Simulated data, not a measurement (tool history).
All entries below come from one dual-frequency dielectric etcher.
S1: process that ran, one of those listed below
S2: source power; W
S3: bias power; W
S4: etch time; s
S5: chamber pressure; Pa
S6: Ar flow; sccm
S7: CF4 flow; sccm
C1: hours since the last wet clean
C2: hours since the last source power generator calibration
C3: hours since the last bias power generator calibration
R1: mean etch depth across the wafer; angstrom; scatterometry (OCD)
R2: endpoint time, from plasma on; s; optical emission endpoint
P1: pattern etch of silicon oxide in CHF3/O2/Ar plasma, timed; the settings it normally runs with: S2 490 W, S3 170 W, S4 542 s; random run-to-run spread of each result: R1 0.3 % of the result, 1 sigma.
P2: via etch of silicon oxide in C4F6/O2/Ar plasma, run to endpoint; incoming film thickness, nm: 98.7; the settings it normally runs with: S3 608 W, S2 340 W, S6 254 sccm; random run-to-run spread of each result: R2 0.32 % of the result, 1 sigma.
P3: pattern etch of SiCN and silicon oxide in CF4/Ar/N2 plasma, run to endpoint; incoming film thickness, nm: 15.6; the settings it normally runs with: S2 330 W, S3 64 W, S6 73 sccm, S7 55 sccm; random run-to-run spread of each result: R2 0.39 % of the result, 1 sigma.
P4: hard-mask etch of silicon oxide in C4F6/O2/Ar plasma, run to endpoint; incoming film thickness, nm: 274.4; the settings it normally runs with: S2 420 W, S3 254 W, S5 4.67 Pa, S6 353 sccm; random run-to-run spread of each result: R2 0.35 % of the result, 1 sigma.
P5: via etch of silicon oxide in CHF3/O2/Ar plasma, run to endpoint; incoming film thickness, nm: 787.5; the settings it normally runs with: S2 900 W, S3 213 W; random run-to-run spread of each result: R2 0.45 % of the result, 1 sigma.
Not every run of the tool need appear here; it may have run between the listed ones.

Run 1, hour 7.5: S1 P1, S2 490 W, S3 170 W, S4 542 s; C1 335.6; C2 942.2; C3 1281.6. Result: R1 9789.3 angstrom.
Run 2, hour 12.8: S1 P4, S2 420 W, S3 254 W, S5 4.67 Pa, S6 244 sccm; C1 340.9; C2 947.5; C3 1286.9. Result: R2 79.662 s.
Run 3, hour 23: S1 P2, S2 340 W, S3 829 W, S6 254 sccm; C1 351.1; C2 957.7; C3 1297.1. Result: R2 18.256 s.
Run 4, hour 31.5: S1 P3, S2 330 W, S3 64 W, S6 73 sccm, S7 43 sccm; C1 359.6; C2 966.2; C3 1305.6. Result: R2 25.239 s.
Run 5, hour 39.7: S1 P1, S2 490 W, S3 170 W, S4 707.5 s; C1 367.8; C2 974.4; C3 1313.8. Result: R1 12725 angstrom.
Run 6, hour 47.5: S1 P1, S2 320 W, S3 170 W, S4 542 s; C1 375.6; C2 982.2; C3 1321.6. Result: R1 8280 angstrom.
Run 7, hour 54.7: S1 P3, S2 330 W, S3 64 W, S6 73 sccm, S7 55 sccm; C1 382.8; C2 989.4; C3 1328.8. Result: R2 24.544 s.
Run 8, hour 62.5: S1 P5, S2 900 W, S3 273 W; C1 390.6; C2 997.2; C3 1336.6. Result: R2 282.62 s.
Run 9, hour 71.4: S1 P1, S2 650 W, S3 170 W, S4 542 s; C1 399.5; C2 1006.1; C3 1345.5. Result: R1 10937 angstrom.
Run 10, hour 81.2: S1 P1, S2 490 W, S3 231 W, S4 754.5 s; C1 409.3; C2 1015.9; C3 1355.3. Result: R1 15199 angstrom.
Run 11, hour 88.6: S1 P2, S2 250 W, S3 608 W, S6 254 sccm; C1 416.7; C2 1023.3; C3 1362.7. Result: R2 22.951 s.
Run 12, hour 99.3: S1 P4, S2 420 W, S3 254 W, S5 5.8 Pa, S6 353 sccm; C1 427.4; C2 1034; C3 1373.4. Result: R2 84.991 s.
Run 13, hour 105.8: S1 P5, S2 900 W, S3 213 W; C1 433.9; C2 1040.5; C3 1379.9. Result: R2 308.98 s.
Run 14, hour 116: S1 P2, S2 340 W, S3 608 W, S6 254 sccm; C1 444.1; C2 1050.7; C3 1390.1. Result: R2 20.556 s.
Run 15, hour 126: S1 P5, S2 600 W, S3 213 W; C1 454.1; C2 1060.7; C3 1400.1. Result: R2 360.16 s.
Run 16, hour 136.3: S1 P4, S2 270 W, S3 254 W, S5 4.67 Pa, S6 353 sccm; C1 464.4; C2 1071; C3 1410.4. Result: R2 97.647 s.
Run 17, hour 147.7: S1 P1, S2 490 W, S3 170 W, S4 542 s; C1 475.8; C2 1082.4; C3 1421.8. Result: R1 9757.4 angstrom.
At hour 154.4: bias power generator calibrated.
Run 18, hour 159.2: S1 P1, S2 670 W, S3 170 W, S4 717.5 s; C1 487.3; C2 1093.9; C3 4.8. Result: R1 14679 angstrom.
Run 19, hour 167.4: S1 P1, S2 490 W, S3 135 W, S4 542 s; C1 495.5; C2 1102.1; C3 13. Result: R1 9085.2 angstrom.
Run 20, hour 173.1: S1 P3, S2 330 W, S3 45 W, S6 73 sccm, S7 55 sccm; C1 501.2; C2 1107.8; C3 18.7. Result: R2 27.366 s.
Run 21, hour 183.1: S1 P1, S2 490 W, S3 170 W, S4 361.5 s; C1 511.2; C2 1117.8; C3 28.7. Result: R1 6528.1 angstrom.

What does the tool deliver on the next run?
Run 22, hour 190.4: S1 P4, S2 420 W, S3 254 W, S5 4.67 Pa, S6 353 sccm; C1 518.5; C2 1125.1; C3 36. Result: R2 ?.

R2: 82.625 s

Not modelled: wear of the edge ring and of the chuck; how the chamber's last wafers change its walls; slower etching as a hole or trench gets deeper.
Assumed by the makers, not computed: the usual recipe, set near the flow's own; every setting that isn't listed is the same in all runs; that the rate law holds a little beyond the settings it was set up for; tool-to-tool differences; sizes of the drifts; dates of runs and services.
